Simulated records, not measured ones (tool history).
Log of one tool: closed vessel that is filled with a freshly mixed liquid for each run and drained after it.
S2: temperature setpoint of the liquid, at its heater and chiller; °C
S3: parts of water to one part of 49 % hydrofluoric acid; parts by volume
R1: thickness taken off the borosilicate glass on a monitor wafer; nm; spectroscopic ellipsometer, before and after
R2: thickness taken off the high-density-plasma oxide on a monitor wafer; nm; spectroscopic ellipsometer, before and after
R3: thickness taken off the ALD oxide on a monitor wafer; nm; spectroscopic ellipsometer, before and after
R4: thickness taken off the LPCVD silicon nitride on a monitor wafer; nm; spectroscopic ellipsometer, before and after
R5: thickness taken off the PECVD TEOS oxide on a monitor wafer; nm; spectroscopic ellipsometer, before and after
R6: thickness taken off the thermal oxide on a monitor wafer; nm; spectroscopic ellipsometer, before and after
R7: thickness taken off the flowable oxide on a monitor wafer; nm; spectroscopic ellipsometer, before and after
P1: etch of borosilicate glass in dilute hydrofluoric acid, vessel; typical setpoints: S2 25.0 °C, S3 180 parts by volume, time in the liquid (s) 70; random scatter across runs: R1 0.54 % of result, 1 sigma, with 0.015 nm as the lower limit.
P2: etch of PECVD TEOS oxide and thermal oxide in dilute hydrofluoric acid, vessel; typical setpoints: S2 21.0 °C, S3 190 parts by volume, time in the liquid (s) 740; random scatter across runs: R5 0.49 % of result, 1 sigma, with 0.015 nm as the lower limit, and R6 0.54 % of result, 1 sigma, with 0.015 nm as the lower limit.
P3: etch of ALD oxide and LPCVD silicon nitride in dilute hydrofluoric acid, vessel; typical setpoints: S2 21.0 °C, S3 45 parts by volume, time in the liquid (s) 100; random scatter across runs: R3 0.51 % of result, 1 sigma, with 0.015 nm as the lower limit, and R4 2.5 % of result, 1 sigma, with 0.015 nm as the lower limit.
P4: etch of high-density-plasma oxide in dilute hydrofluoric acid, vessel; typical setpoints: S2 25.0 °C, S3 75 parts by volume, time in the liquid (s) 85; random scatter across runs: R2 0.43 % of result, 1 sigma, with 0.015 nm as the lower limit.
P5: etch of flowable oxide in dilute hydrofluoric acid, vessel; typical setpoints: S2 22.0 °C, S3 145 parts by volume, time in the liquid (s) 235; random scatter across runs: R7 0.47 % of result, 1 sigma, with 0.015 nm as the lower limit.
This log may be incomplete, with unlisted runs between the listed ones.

run 1 day=0.121 | process_that_ran=P1 S2=25.0 S3=180 time_in_the_liquid_(s)=70 | R1=11.5880
run 2 day=0.242 | process_that_ran=P4 S2=25.0 S3=75 time_in_the_liquid_(s)=135 | R2=9.8675
run 3 day=0.371 | process_that_ran=P1 S2=25.0 S3=180 time_in_the_liquid_(s)=70 | R1=11.4840
run 4 day=0.483 | process_that_ran=P4 S2=25.0 S3=140 time_in_the_liquid_(s)=85 | R2=3.0655
run 5 day=0.571 | process_that_ran=P4 S2=17.5 S3=75 time_in_the_liquid_(s)=85 | R2=4.5662
run 6 day=0.700 | process_that_ran=P3 S2=29.0 S3=45 time_in_the_liquid_(s)=100 | R3=47.948 R4=1.45810
run 7 day=0.812 | process_that_ran=P1 S2=25.0 S3=285 time_in_the_liquid_(s)=70 | R1=6.5029
run 8 day=0.946 | process_that_ran=P2 S2=21.0 S3=300 time_in_the_liquid_(s)=740 | R5=17.8660 R6=8.4128
run 9 day=1.150 | process_that_ran=P3 S2=21.0 S3=65 time_in_the_liquid_(s)=100 | R3=23.080 R4=0.57120
run 10 day=1.246 | process_that_ran=P3 S2=21.0 S3=45 time_in_the_liquid_(s)=40 | R3=13.884 R4=0.34038
run 11 day=1.450 | process_that_ran=P1 S2=25.0 S3=180 time_in_the_liquid_(s)=70 | R1=11.6590
run 12 day=1.558 | process_that_ran=P1 S2=25.0 S3=180 time_in_the_liquid_(s)=70 | R1=11.5390
run 13 day=1.696 | process_that_ran=P3 S2=21.0 S3=45 time_in_the_liquid_(s)=100 | R3=34.779 R4=0.83340
run 14 day=1.812 | process_that_ran=P2 S2=17.0 S3=190 time_in_the_liquid_(s)=740 | R5=26.9150 R6=12.7020
run 15 day=1.962 | process_that_ran=P1 S2=25.0 S3=180 time_in_the_liquid_(s)=30 | R1=4.9906
run 16 day=2.088 | process_that_ran=P1 S2=25.0 S3=180 time_in_the_liquid_(s)=70 | R1=11.6670
run 17 day=2.292 | process_that_ran=P1 S2=17.5 S3=180 time_in_the_liquid_(s)=70 | R1=8.7180
run 18 day=2.388 | process_that_ran=P5 S2=17.0 S3=145 time_in_the_liquid_(s)=235 | R7=44.625
run 19 day=2.508 | process_that_ran=P4 S2=25.0 S3=75 time_in_the_liquid_(s)=85 | R2=6.1752
run 20 day=2.600 | process_that_ran=P1 S2=30.0 S3=180 time_in_the_liquid_(s)=70 | R1=13.8710
run 21 day=2.746 | process_that_ran=P1 S2=25.0 S3=65 time_in_the_liquid_(s)=70 | R1=36.8760
run 22 day=2.871 | process_that_ran=P1 S2=25.0 S3=180 time_in_the_liquid_(s)=70 | R1=11.5610
run 23 day=3.042 | process_that_ran=P1 S2=25.0 S3=180 time_in_the_liquid_(s)=115 | R1=19.0940
run 24 day=3.229 | process_that_ran=P5 S2=22.0 S3=255 time_in_the_liquid_(s)=235 | R7=27.698
run 25 day=3.321 | process_that_ran=P2 S2=21.0 S3=190 time_in_the_liquid_(s)=740 | R5=31.5480 R6=14.7040
run 26 day=3.496 | process_that_ran=P1 S2=33.0 S3=180 time_in_the_liquid_(s)=30 | R1=6.6438
run 27 day=3.671 | process_that_ran=P5 S2=22.0 S3=145 time_in_the_liquid_(s)=460 | R7=106.690
run 28 day=3.762 | process_that_ran=P2 S2=21.0 S3=190 time_in_the_liquid_(s)=180 | R5=7.6165 R6=3.5456
run 29 day=3.929 | process_that_ran=P1 S2=25.0 S3=280 time_in_the_liquid_(s)=120 | R1=11.3890
run 30 day=4.092 | process_that_ran=P1 S2=30.0 S3=70 time_in_the_liquid_(s)=70 | R1=41.4460
run 31 day=4.229 | process_that_ran=P5 S2=22.0 S3=145 time_in_the_liquid_(s)=235 | R7=54.569
run 32 day=4.338 | process_that_ran=P1 S2=25.0 S3=180 time_in_the_liquid_(s)=70 | R1=11.6330
run 33 day=4.450 | process_that_ran=P1 S2=25.0 S3=180 time_in_the_liquid_(s)=70 | R1=11.1430

Run 34 comes next. What will it give?
run 34 day=4.617 | process_that_ran=P1 S2=25.0 S3=180 time_in_the_liquid_(s)=70 | R1=?

R1: 10.8900 nm
